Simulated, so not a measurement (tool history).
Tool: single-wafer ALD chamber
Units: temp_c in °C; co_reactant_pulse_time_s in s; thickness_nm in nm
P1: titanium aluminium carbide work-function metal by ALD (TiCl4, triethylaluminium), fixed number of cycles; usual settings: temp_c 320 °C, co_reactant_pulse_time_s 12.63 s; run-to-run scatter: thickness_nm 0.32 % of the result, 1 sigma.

run 1 day=0.517 | temp_c=320 co_reactant_pulse_time_s=12.63 | thickness_nm=2.2707
run 2 day=0.954 | temp_c=320 co_reactant_pulse_time_s=5.95 | thickness_nm=2.0051
-- day=1.142 thermocouple changed; heater temperature recalibrated
run 3 day=1.217 | temp_c=344 co_reactant_pulse_time_s=12.63 | thickness_nm=2.4853
run 4 day=1.775 | temp_c=320 co_reactant_pulse_time_s=12.63 | thickness_nm=2.2701
run 5 day=2.171 | temp_c=320 co_reactant_pulse_time_s=12.63 | thickness_nm=2.2715
run 6 day=2.679 | temp_c=320 co_reactant_pulse_time_s=12.63 | thickness_nm=2.2719
run 7 day=3.042 | temp_c=320 co_reactant_pulse_time_s=19.75 | thickness_nm=2.3061
run 8 day=3.317 | temp_c=306 co_reactant_pulse_time_s=19.96 | thickness_nm=2.1627
run 9 day=3.733 | temp_c=303 co_reactant_pulse_time_s=17.34 | thickness_nm=2.1306
run 10 day=4.242 | temp_c=301 co_reactant_pulse_time_s=12.63 | thickness_nm=2.0988
run 11 day=4.654 | temp_c=320 co_reactant_pulse_time_s=12.63 | thickness_nm=2.2845
run 12 day=5.096 | temp_c=320 co_reactant_pulse_time_s=12.63 | thickness_nm=2.2567
run 13 day=5.517 | temp_c=320 co_reactant_pulse_time_s=12.63 | thickness_nm=2.2406
run 14 day=5.95 | temp_c=320 co_reactant_pulse_time_s=12.63 | thickness_nm=2.2383
run 15 day=6.383 | temp_c=320 co_reactant_pulse_time_s=12.63 | thickness_nm=2.2212
run 16 day=6.838 | temp_c=320 co_reactant_pulse_time_s=12.63 | thickness_nm=2.2165

The next listed run, before its measurement:
run 17 day=7.221 | temp_c=320 co_reactant_pulse_time_s=12.63 | thickness_nm=?

thickness_nm: 2.221 nm

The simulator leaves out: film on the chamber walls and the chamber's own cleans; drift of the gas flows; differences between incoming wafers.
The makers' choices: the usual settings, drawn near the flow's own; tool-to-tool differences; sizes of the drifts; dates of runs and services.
